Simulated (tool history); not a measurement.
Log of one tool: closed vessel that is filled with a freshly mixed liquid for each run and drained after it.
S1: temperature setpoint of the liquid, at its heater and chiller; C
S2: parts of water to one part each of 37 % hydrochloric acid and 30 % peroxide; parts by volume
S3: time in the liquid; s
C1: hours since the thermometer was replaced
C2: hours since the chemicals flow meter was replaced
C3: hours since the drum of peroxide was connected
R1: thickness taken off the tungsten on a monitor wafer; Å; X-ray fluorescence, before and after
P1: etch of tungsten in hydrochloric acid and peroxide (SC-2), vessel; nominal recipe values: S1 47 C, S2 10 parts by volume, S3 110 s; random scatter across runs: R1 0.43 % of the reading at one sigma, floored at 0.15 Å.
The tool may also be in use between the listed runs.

Run 1, day 0.367: S1 47 C, S2 10 parts by volume, S3 110 s; C1 153.1; C2 643.2; C3 193.3. Result: R1 142.36 Å.
Run 2, day 0.688: S1 47 C, S2 16 parts by volume, S3 110 s; C1 160.8; C2 650.9; C3 201. Result: R1 93.822 Å.
Run 3, day 0.942: S1 35 C, S2 10 parts by volume, S3 110 s; C1 166.9; C2 657; C3 207.1. Result: R1 59.967 Å.
Run 4, day 1.238: S1 47 C, S2 10 parts by volume, S3 110 s; C1 174; C2 664.1; C3 214.2. Result: R1 141.22 Å.
Run 5, day 1.617: S1 35 C, S2 10 parts by volume, S3 65 s; C1 183.1; C2 673.2; C3 223.3. Result: R1 35.86 Å.
Run 6, day 1.9: S1 47 C, S2 10 parts by volume, S3 110 s; C1 189.9; C2 680; C3 230.1. Result: R1 142.58 Å.
Run 7, day 2.438: S1 47 C, S2 4 parts by volume, S3 110 s; C1 202.8; C2 692.9; C3 243. Result: R1 283.09 Å.
Run 8, day 2.962: S1 47 C, S2 10 parts by volume, S3 180 s; C1 215.4; C2 705.5; C3 255.6. Result: R1 230.86 Å.
Run 9, day 3.3: S1 47 C, S2 4 parts by volume, S3 155 s; C1 223.5; C2 713.6; C3 263.7. Result: R1 399.14 Å.
Run 10, day 3.867: S1 61 C, S2 10 parts by volume, S3 110 s; C1 237.1; C2 727.2; C3 277.3. Result: R1 353.32 Å.
Run 11, day 4.383: S1 47 C, S2 10 parts by volume, S3 110 s; C1 249.5; C2 739.6; C3 289.7. Result: R1 140.63 Å.
Run 12, day 4.75: S1 60.5 C, S2 4 parts by volume, S3 110 s; C1 258.3; C2 748.4; C3 298.5. Result: R1 680.82 Å.
Run 13, day 5.317: S1 47 C, S2 10 parts by volume, S3 110 s; C1 271.9; C2 762; C3 312.1. Result: R1 139.9 Å.
Run 14, day 5.712: S1 47 C, S2 10 parts by volume, S3 30 s; C1 281.4; C2 771.5; C3 321.6. Result: R1 38.253 Å.
Run 15, day 5.967: S1 47 C, S2 10 parts by volume, S3 110 s; C1 287.5; C2 777.6; C3 327.7. Result: R1 141.77 Å.
Run 16, day 6.492: S1 47 C, S2 10 parts by volume, S3 110 s; C1 300.1; C2 790.2; C3 340.3. Result: R1 144.33 Å.
Run 17, day 7.017: S1 47 C, S2 10 parts by volume, S3 110 s; C1 312.7; C2 802.8; C3 352.9. Result: R1 148.95 Å.
Run 18, day 7.421: S1 47 C, S2 10 parts by volume, S3 110 s; C1 322.4; C2 812.5; C3 362.6. Result: R1 149.06 Å.
Run 19, day 7.729: S1 47 C, S2 10 parts by volume, S3 110 s; C1 329.8; C2 819.9; C3 370. Result: R1 149.76 Å.
Run 20, day 7.988: S1 47 C, S2 10 parts by volume, S3 110 s; C1 336; C2 826.1; C3 376.2. Result: R1 150.22 Å.
Run 21, day 8.35: S1 47 C, S2 10 parts by volume, S3 110 s; C1 344.7; C2 834.8; C3 384.9. Result: R1 149.79 Å.
Run 22, day 8.825: S1 47 C, S2 10 parts by volume, S3 110 s; C1 356.1; C2 846.2; C3 396.3. Result: R1 151.46 Å.
Run 23, day 9.392: S1 47 C, S2 10 parts by volume, S3 110 s; C1 369.7; C2 859.8; C3 409.9. Result: R1 151.14 Å.
Run 24, day 9.775: S1 47 C, S2 10 parts by volume, S3 110 s; C1 378.9; C2 869; C3 419.1. Result: R1 151.21 Å.
Run 25, day 10.204: S1 47 C, S2 10 parts by volume, S3 110 s; C1 389.2; C2 879.3; C3 429.4. Result: R1 152.3 Å.

Compared with where it was, what P1 gives has crept away. Each cause listed below fits the log as well as the rest, at the size given for it:
A: liquid hotter than its thermometer reads (K) = 1.06
B: chemicals flow above the setpoint (%) = 9.05
The creep began at about day 5.967.
The rest of the possible causes, and what rules out each one:
peroxide weaker than its label (%): at most 8, giving a -7.4 % change in R1: too small, or against the direction of the creep

The 4 check runs listed below each average the results of 3 wafers, and their outcomes are marked with question marks. Under which run would the listed causes produce clearly different results?
Run check 1, day 10.633: S1 58.5 C, S2 10 parts by volume, S3 110 s. Result: R1 ?.
Run check 2, day 10.633: S1 57 C, S2 10 parts by volume, S3 110 s. Result: R1 ?.
Run check 3, day 10.633: S1 36 C, S2 4 parts by volume, S3 110 s. Result: R1 ?.
Run check 4, day 10.633: S1 58 C, S2 10 parts by volume, S3 30 s. Result: R1 ?.

How each check would come out, cause by cause:
  check  result    if A    if B
check 1      R1  320.95  322.49
check 2      R1  291.93  293.15
check 3      R1  140.69   137.9
check 4      R1  84.817  85.207
Minimum pairwise separation of causes per check, each pair taken at its best-separating result: check 1 0.48 %; check 2 0.42 %; check 3 2 %; check 4 0.46 %
The other checks would show nearly matching results whichever cause is true, so check 3 is the only one that separates the causes.

Running check 3 produced the following: R1 138.31 Å. Which one of the listed causes fits?

It is B: chemicals flow above the setpoint (%).
